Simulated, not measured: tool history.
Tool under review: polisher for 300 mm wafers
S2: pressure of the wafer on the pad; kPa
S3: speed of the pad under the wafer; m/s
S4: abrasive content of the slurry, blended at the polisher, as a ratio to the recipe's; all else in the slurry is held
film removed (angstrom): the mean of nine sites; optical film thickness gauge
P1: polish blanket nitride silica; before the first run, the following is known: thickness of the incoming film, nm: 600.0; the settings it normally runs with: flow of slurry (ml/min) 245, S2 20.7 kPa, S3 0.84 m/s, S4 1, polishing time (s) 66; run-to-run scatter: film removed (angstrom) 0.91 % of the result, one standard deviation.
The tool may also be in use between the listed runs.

Run 1, hour 7.4: flow of slurry (ml/min) 245, S2 20.7 kPa, S3 0.84 m/s, S4 1, polishing time (s) 66. Result: film removed (angstrom) 353.78.
Run 2, hour 17.4: flow of slurry (ml/min) 245, S2 20.7 kPa, S3 0.84 m/s, S4 1, polishing time (s) 40. Result: film removed (angstrom) 217.58.
Run 3, hour 32: flow of slurry (ml/min) 245, S2 20.7 kPa, S3 1.32 m/s, S4 1, polishing time (s) 66. Result: film removed (angstrom) 508.7.
Run 4, hour 42.2: flow of slurry (ml/min) 145, S2 20.7 kPa, S3 0.84 m/s, S4 1, polishing time (s) 66. Result: film removed (angstrom) 328.8.
Run 5, hour 52.4: flow of slurry (ml/min) 245, S2 20.7 kPa, S3 0.38 m/s, S4 1, polishing time (s) 66. Result: film removed (angstrom) 187.05.
Run 6, hour 62.6: flow of slurry (ml/min) 245, S2 20.7 kPa, S3 0.84 m/s, S4 1, polishing time (s) 66. Result: film removed (angstrom) 357.16.
Run 7, hour 76.4: flow of slurry (ml/min) 325, S2 20.7 kPa, S3 0.84 m/s, S4 0.8, polishing time (s) 66. Result: film removed (angstrom) 325.86.
Run 8, hour 84.5: flow of slurry (ml/min) 245, S2 10.3 kPa, S3 0.84 m/s, S4 1, polishing time (s) 66. Result: film removed (angstrom) 177.19.
Run 9, hour 99: flow of slurry (ml/min) 245, S2 20.7 kPa, S3 0.84 m/s, S4 1, polishing time (s) 66. Result: film removed (angstrom) 359.33.
Run 10, hour 110: flow of slurry (ml/min) 245, S2 20.7 kPa, S3 0.84 m/s, S4 0.55, polishing time (s) 66. Result: film removed (angstrom) 258.57.
Run 11, hour 118.1: flow of slurry (ml/min) 245, S2 20.7 kPa, S3 0.84 m/s, S4 1.5, polishing time (s) 66. Result: film removed (angstrom) 418.94.
Run 12, hour 131.1: flow of slurry (ml/min) 245, S2 20.7 kPa, S3 0.84 m/s, S4 1, polishing time (s) 66. Result: film removed (angstrom) 349.87.
Run 13, hour 145.6: flow of slurry (ml/min) 245, S2 20.7 kPa, S3 1.04 m/s, S4 1, polishing time (s) 33. Result: film removed (angstrom) 209.51.
At hour 153.8: slurry nozzle cleaned.
Run 14, hour 161.1: flow of slurry (ml/min) 245, S2 20.7 kPa, S3 1.2 m/s, S4 1, polishing time (s) 43. Result: film removed (angstrom) 309.68.
Run 15, hour 169: flow of slurry (ml/min) 245, S2 20.7 kPa, S3 0.84 m/s, S4 1, polishing time (s) 66. Result: film removed (angstrom) 362.23.
Run 16, hour 180.3: flow of slurry (ml/min) 245, S2 20.7 kPa, S3 0.84 m/s, S4 1, polishing time (s) 83. Result: film removed (angstrom) 443.54.
Run 17, hour 191.3: flow of slurry (ml/min) 350, S2 20.7 kPa, S3 0.84 m/s, S4 1, polishing time (s) 66. Result: film removed (angstrom) 373.41.
Run 18, hour 200.1: flow of slurry (ml/min) 245, S2 27.6 kPa, S3 0.84 m/s, S4 1, polishing time (s) 66. Result: film removed (angstrom) 477.24.
Run 19, hour 215.5: flow of slurry (ml/min) 245, S2 20.7 kPa, S3 0.84 m/s, S4 1, polishing time (s) 66. Result: film removed (angstrom) 363.9.
Run 20, hour 230.2: flow of slurry (ml/min) 245, S2 20.7 kPa, S3 0.84 m/s, S4 1, polishing time (s) 66. Result: film removed (angstrom) 334.55.
Run 21, hour 240.1: flow of slurry (ml/min) 245, S2 20.7 kPa, S3 0.84 m/s, S4 1, polishing time (s) 66. Result: film removed (angstrom) 325.07.
Run 22, hour 248.9: flow of slurry (ml/min) 245, S2 20.7 kPa, S3 0.84 m/s, S4 1, polishing time (s) 66. Result: film removed (angstrom) 317.41.
At hour 254.5: slurry nozzle cleaned.
Run 23, hour 258.3: flow of slurry (ml/min) 245, S2 20.7 kPa, S3 0.84 m/s, S4 1, polishing time (s) 66. Result: film removed (angstrom) 317.75.
At hour 268.5: head pressure recalibrated.
Run 24, hour 271.3: flow of slurry (ml/min) 245, S2 20.7 kPa, S3 0.84 m/s, S4 1, polishing time (s) 66. Result: film removed (angstrom) 314.42.
At hour 271.5: conditioning disc replaced and pad reconditioned.
Run 25, hour 283.5: flow of slurry (ml/min) 245, S2 20.7 kPa, S3 0.84 m/s, S4 1, polishing time (s) 66. Result: film removed (angstrom) 310.4.
Run 26, hour 291.7: flow of slurry (ml/min) 245, S2 20.7 kPa, S3 0.84 m/s, S4 1, polishing time (s) 66. Result: film removed (angstrom) 311.65.

Something has made what P1 gives creep away from where it was; the 2 causes below, each at its own stated size, fit the log equally well:
A: abrasive missing from the slurry, % = 24.1
B: removal rate lost through wear of the pad, % = 12.6
The onset of the drift is placed at about hour 215.5.
Why every other cause is out:
slurry flow missing at the pad, %: maintenance at hour 254.5, after the shift began, did not return the process to its former output
head's pressure below its setpoint, %: maintenance at hour 268.5, after the shift began, did not return the process to its former output
time polished since the conditioner stopped cutting, s: maintenance at hour 271.5, after the shift began, did not return the process to its former output

The list below offers 4 check runs, each averaging the results of 5 wafers, and shows each result as a question mark. For which of them would the listed causes give clearly different results?
Run check 1, hour 299.9: flow of slurry (ml/min) 245, S2 26.9 kPa, S3 0.84 m/s, S4 1, polishing time (s) 66. Result: film removed (angstrom) ?.
Run check 2, hour 299.9: flow of slurry (ml/min) 245, S2 20.7 kPa, S3 1.04 m/s, S4 0.6, polishing time (s) 66. Result: film removed (angstrom) ?.
Run check 3, hour 299.9: flow of slurry (ml/min) 245, S2 13.1 kPa, S3 1.28 m/s, S4 1, polishing time (s) 66. Result: film removed (angstrom) ?.
Run check 4, hour 299.9: flow of slurry (ml/min) 245, S2 10.3 kPa, S3 0.44 m/s, S4 1, polishing time (s) 66. Result: film removed (angstrom) ?.

Check results expected under each cause:
  check                   result    if A    if B
check 1  film removed (angstrom)  405.74   405.8
check 2  film removed (angstrom)  274.49  284.19
check 3  film removed (angstrom)  276.87  276.91
check 4  film removed (angstrom)  93.028  93.041
Per-check spread between the two closest causes, in the result where they differ most: check 1 0.01 %; check 2 3.47 %; check 3 0.01 %; check 4 0.01 %
Of the check runs offered, only check 2 discriminates between the causes; the rest would read about the same regardless of which cause applies.

Here is what check 2 returned: film removed (angstrom) 274.63. Which cause is it?

It was cause A: abrasive missing from the slurry, %.
